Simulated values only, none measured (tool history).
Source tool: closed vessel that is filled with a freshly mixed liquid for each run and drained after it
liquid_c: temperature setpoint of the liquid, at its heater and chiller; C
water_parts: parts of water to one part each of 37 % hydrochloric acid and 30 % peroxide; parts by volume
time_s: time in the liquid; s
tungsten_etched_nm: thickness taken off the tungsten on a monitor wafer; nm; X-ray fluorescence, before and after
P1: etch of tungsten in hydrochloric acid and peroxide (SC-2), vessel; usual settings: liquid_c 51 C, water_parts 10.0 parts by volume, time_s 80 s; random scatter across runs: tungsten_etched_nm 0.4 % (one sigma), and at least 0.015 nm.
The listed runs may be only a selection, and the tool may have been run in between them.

run	hour	liquid_c	water_parts	time_s	hours since the thermometer was replaced	hours since the chemicals flow meter was replaced	hours since the drum of peroxide was connected	tungsten_etched_nm
1	4.2	51	10.0	80	451.1	587.7	138.0	24.2560
2	8.8	51	4.0	35	455.7	592.3	142.6	21.2100
3	14.6	51	18.0	30	461.5	598.1	148.4	5.4272
4	21.7	44	4.0	80	468.6	605.2	155.5	30.1610
5	29.0	51	5.5	80	475.9	612.5	162.8	38.8450
6	34.2	51	10.0	80	481.1	617.7	168.0	24.3260
7	40.6	51	10.0	80	487.5	624.1	174.4	24.3320
8	45.7	35	10.0	80	492.6	629.2	179.5	8.0156
9	51.4	51	10.0	30	498.3	634.9	185.2	9.1476
10	55.1	51	10.0	80	502.0	638.6	188.9	24.4720
11	58.6	51	10.0	80	505.5	642.1	192.4	24.2980
12	65.3	51	18.0	80	512.2	648.8	199.1	14.7330
13	70.2	51	10.0	130	517.1	653.7	204.0	39.4140
14	74.6	66	10.0	80	521.5	658.1	208.4	62.5910
15	81.9	51	10.0	80	528.8	665.4	215.7	24.3620
16	86.6	51	10.0	80	533.5	670.1	220.4	25.1950
17	94.0	51	10.0	80	540.9	677.5	227.8	25.7970
18	98.4	51	10.0	80	545.3	681.9	232.2	26.1420
19	102.7	51	10.0	80	549.6	686.2	236.5	26.4350
20	109.5	51	10.0	80	556.4	693.0	243.3	26.5250
21	116.6	51	10.0	80	563.5	700.1	250.4	26.4910
22	121.7	51	10.0	80	568.6	705.2	255.5	26.6350

What P1 gives has crept away from where it was. These 2 causes fit the log equally well, each at the size given:
A: chemicals flow above the setpoint (%) = 11.7
B: liquid hotter than its thermometer reads (K) = 1.39
The onset of the drift is placed at about hour 81.9.
What rules out each remaining cause:
peroxide weaker than its label (%): capped at 8; at that size tungsten_etched_nm would change by -7.4 %, too little to explain the creep or opposite to it

The list below offers 4 check runs, each averaging the results of 2 wafers, and shows each result as a question mark. For which of them would the listed causes give clearly different results?
check 1	126.8	61.5	10.0	30				?
check 2	126.8	35.0	16.5	80				?
check 3	126.8	35.5	5.5	80				?
check 4	126.8	51.0	15.5	80				?

Check results expected under each cause:
check	result	if A	if B
check 1	tungsten_etched_nm	19.5800	19.4780
check 2	tungsten_etched_nm	5.6972	5.7166
check 3	tungsten_etched_nm	14.3150	14.6220
check 4	tungsten_etched_nm	18.3600	18.2560
Distance between the nearest two causes, measured in the result of the check that separates them most: check 1 0.52 %; check 2 0.34 %; check 3 2.12 %; check 4 0.57 %
Check 3 is the one run that separates the causes; every other check would come out nearly the same whichever cause is at work.

After running check 3, the following was obtained: tungsten_etched_nm 14.3610 nm. Which cause does this point to?

It was cause A: chemicals flow above the setpoint (%).
